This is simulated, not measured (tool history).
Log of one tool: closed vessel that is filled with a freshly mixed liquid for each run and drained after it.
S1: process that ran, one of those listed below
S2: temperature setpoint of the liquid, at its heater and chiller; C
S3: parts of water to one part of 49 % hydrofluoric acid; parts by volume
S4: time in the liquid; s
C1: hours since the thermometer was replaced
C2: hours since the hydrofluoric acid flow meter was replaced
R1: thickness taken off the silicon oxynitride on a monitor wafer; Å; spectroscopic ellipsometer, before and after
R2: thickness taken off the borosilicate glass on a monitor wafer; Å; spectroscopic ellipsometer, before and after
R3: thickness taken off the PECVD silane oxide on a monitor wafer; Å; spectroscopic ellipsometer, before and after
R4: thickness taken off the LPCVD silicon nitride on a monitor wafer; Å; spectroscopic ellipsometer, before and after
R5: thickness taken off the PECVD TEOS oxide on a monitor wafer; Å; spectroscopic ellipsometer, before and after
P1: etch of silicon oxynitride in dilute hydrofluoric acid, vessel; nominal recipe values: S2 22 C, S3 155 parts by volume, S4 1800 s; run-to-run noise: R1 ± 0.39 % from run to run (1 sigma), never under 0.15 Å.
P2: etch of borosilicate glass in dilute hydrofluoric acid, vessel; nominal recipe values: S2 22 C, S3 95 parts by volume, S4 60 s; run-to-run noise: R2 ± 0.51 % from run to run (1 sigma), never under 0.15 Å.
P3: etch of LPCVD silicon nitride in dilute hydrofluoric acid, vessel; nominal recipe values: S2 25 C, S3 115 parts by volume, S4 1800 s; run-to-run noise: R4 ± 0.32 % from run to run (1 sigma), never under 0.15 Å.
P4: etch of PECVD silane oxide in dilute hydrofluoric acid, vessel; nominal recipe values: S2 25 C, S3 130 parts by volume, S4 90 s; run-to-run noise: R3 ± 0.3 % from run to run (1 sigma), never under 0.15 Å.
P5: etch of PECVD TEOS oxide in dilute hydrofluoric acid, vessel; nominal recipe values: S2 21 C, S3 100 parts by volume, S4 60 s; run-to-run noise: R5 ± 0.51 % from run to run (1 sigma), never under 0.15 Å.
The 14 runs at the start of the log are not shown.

run	hour	S1	S2	S3	S4	C1	C2	R1	R2	R3	R4	R5
15	157.6	P5	21	100	60	1723.8	1197.4					93.663
16	166.6	P3	17	115	1800	1732.8	1206.4				50.188	
17	179.1	P1	22	155	1800	1745.3	1218.9	252.94				
18	193.2	P1	22	155	450	1759.4	1233	63.146				
19	202	P5	17	100	60	1768.2	1241.8					79.789
20	212.1	P2	22	95	105	1778.3	1251.9		236.21			
21	221.8	P4	17	130	90	1788	1261.6			200.42		
22	234.4	P1	22	235	1800	1800.6	1274.2	158.19				
23	241.3	P1	22	155	1800	1807.5	1281.1	252.53				
24	252.5	P1	29	155	1800	1818.7	1292.3	346.42				
25	263.7	P1	22	60	1800	1829.9	1303.5	702.26				
26	274.1	P2	22	20	60	1840.3	1313.9		702.67			

Forecast run 27:
27	285.1	P5	21	100	100	1851.3	1324.9					?

{"run 27": {"R5": 155.54}}
